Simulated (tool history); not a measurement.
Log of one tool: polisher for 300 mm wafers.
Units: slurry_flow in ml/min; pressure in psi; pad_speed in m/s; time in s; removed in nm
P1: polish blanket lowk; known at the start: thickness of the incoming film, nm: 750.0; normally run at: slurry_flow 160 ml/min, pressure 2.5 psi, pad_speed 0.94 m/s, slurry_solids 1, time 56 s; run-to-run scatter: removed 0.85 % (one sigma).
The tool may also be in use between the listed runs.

run	hour	slurry_flow	pressure	pad_speed	slurry_solids	time	wafers polished on this pad	hours since the slurry nozzle was cleaned	hours since the head pressure was calibrated	hours since the slurry blender was calibrated	hours since the conditioning disc was replaced	removed
1	7	160	2.5	0.94	1	56	497	72.1	224.3	19.7	102.1	32.021
2	20.4	160	2.5	0.94	0.5	56	698	85.5	237.7	33.1	115.5	21.804
3	29.9	160	1.1	0.94	1	56	840	95	247.2	42.6	125	13.841
4	38.4	160	3.9	0.94	1	88	968	103.5	255.7	51.1	133.5	77.664
5	51.5	250	2.5	0.94	1	56	1164	116.6	268.8	64.2	146.6	33.48
6	59.5	160	2.5	0.94	1	56	1284	124.6	276.8	72.2	154.6	31.701
7	66.1	160	2.5	0.94	1	56	1383	131.2	283.4	78.8	161.2	31.318
8	78.7	160	2.5	0.64	1	56	1572	143.8	296	91.4	173.8	23.076
9	90.4	160	2.5	0.94	1	56	1748	155.5	307.7	103.1	185.5	31.525
# hour 97.4: slurry blender recalibrated
10	98.8	160	2.5	0.94	1	27	1874	163.9	316.1	1.4	193.9	15.374
11	112.2	160	2.5	0.94	1	72	2074	177.3	329.5	14.8	207.3	41.163
12	120.2	160	2.5	0.94	1.3	56	2194	185.3	337.5	22.8	215.3	34.604
13	132.7	160	4	0.94	1	56	2382	197.8	350	35.3	227.8	50.642
# hour 138.4: head pressure recalibrated
14	140	160	2.5	1.2	1	56	2491	205.1	1.6	42.6	235.1	37.977
15	146.9	95	2.5	0.94	1	56	2595	212	8.5	49.5	242	28.758
16	157.2	160	2.5	0.94	1	56	2749	222.3	18.8	59.8	252.3	31.289
17	170.6	160	2.5	0.94	1	56	2950	235.7	32.2	73.2	265.7	29.724
18	182.1	160	2.5	0.94	1	56	3123	247.2	43.7	84.7	277.2	28.757
19	195.3	160	2.5	0.94	1	56	3321	260.4	56.9	97.9	290.4	28.57
# hour 204.6: conditioning disc replaced and pad reconditioned
20	206	160	2.5	0.94	1	56	3481	271.1	67.6	108.6	1.5	28.409
# hour 207.3: head pressure recalibrated
21	216.8	160	2.5	0.94	1	56	3643	281.9	9.6	119.4	12.3	27.941
# hour 220.5: slurry nozzle cleaned
22	224.3	160	2.5	0.94	1	56	3756	3.8	17.1	126.9	19.8	28.316
23	232.8	160	2.5	0.94	1	56	3883	12.3	25.6	135.4	28.3	27.983
24	242.3	160	2.5	0.94	1	56	4025	21.8	35.1	144.9	37.8	28.1
25	249.4	160	2.5	0.94	1	56	4132	28.9	42.2	152	44.9	27.843

What P1 gives has crept away from where it was. These 2 causes fit the log equally well, each at the size given:
A: removal rate lost through wear of the pad, % = 12.6
B: abrasive missing from the slurry, % = 24.1
The creep began at about hour 157.2.
Why every other cause is out:
slurry flow missing at the pad, %: serviced at hour 220.5, which brought nothing back
head's pressure below its setpoint, %: serviced at hour 207.3, which brought nothing back
time polished since the conditioner stopped cutting, s: serviced at hour 204.6, which brought nothing back

4 check runs are offered, each on 5 wafers whose results are averaged, their results left as question marks. Which one tells the causes apart?
check 1	256.5	245	2.5	0.94	1	56						?
check 2	256.5	220	2.5	0.94	0.65	56						?
check 3	256.5	160	3.7	0.94	1	56						?
check 4	256.5	160	1.1	0.94	1	56						?

What each check would give under each cause:
check	result	if A	if B
check 1	removed	29.295	29.29
check 2	removed	23.246	22.571
check 3	removed	40.947	40.941
check 4	removed	12.174	12.172
How far apart the two closest causes lie, in the result that separates them most: check 1 0.01 %; check 2 2.95 %; check 3 0.01 %; check 4 0.01 %
Only check 2 tells the causes apart: in the others they would give nearly the same result.

Check 2 was then run and gave: removed 23.346 nm. Which cause is it?

It is A: removal rate lost through wear of the pad, %.
